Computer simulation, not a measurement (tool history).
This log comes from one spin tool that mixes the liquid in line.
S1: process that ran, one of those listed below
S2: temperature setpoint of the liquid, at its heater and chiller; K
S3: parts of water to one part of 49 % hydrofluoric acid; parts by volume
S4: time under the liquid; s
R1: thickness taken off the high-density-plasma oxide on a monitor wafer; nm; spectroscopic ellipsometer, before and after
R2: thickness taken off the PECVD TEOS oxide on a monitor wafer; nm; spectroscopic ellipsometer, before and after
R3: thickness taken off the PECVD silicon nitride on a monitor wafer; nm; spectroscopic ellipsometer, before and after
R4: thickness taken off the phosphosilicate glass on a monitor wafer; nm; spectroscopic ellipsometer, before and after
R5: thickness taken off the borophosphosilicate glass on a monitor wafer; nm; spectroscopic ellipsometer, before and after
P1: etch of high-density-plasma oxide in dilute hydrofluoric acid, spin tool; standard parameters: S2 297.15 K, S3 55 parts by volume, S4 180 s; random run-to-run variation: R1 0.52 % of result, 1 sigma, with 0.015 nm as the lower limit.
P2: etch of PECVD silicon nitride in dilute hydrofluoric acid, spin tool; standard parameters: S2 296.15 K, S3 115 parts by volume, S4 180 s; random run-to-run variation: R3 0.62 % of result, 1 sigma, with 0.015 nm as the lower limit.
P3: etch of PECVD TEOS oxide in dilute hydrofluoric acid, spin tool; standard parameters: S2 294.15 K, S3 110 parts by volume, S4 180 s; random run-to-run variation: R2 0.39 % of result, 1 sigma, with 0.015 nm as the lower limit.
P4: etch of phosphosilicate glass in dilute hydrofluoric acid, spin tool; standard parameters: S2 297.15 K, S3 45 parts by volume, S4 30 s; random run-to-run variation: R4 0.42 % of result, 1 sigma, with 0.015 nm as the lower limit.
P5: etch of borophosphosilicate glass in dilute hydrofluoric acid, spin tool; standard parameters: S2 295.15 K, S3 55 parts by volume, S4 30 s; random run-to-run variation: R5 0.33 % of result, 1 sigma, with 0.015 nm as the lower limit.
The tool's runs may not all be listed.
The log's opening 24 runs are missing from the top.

| run | hour | S1 | S2 | S3 | S4 | R1 | R2 | R3 | R4 | R5 |
|---|---|---|---|---|---|---|---|---|---|---|
| 25 | 319.2 | P1 | 292.65 | 55 | 345 | 27.238 |  |  |  |  |
| 26 | 336.7 | P2 | 296.15 | 115 | 180 |  |  | 4.0878 |  |  |
| 27 | 346.2 | P1 | 297.15 | 55 | 180 | 17.164 |  |  |  |  |
| 28 | 363.6 | P5 | 302.15 | 55 | 30 |  |  |  |  | 34.704 |
| 29 | 379 | P3 | 302.15 | 110 | 180 |  | 16.568 |  |  |  |
| 30 | 395 | P4 | 297.15 | 45 | 60 |  |  |  | 83.108 |  |
| 31 | 411.2 | P4 | 290.15 | 45 | 30 |  |  |  | 30.832 |  |
| 32 | 420.2 | P4 | 297.15 | 65 | 30 |  |  |  | 27.991 |  |
| 33 | 429.1 | P2 | 290.15 | 115 | 180 |  |  | 2.7291 |  |  |

The next listed run, before its measurement:
| 34 | 439.3 | P5 | 295.15 | 55 | 30 |  |  |  |  | ? |

{"run 34": {"R5": 26.254}}

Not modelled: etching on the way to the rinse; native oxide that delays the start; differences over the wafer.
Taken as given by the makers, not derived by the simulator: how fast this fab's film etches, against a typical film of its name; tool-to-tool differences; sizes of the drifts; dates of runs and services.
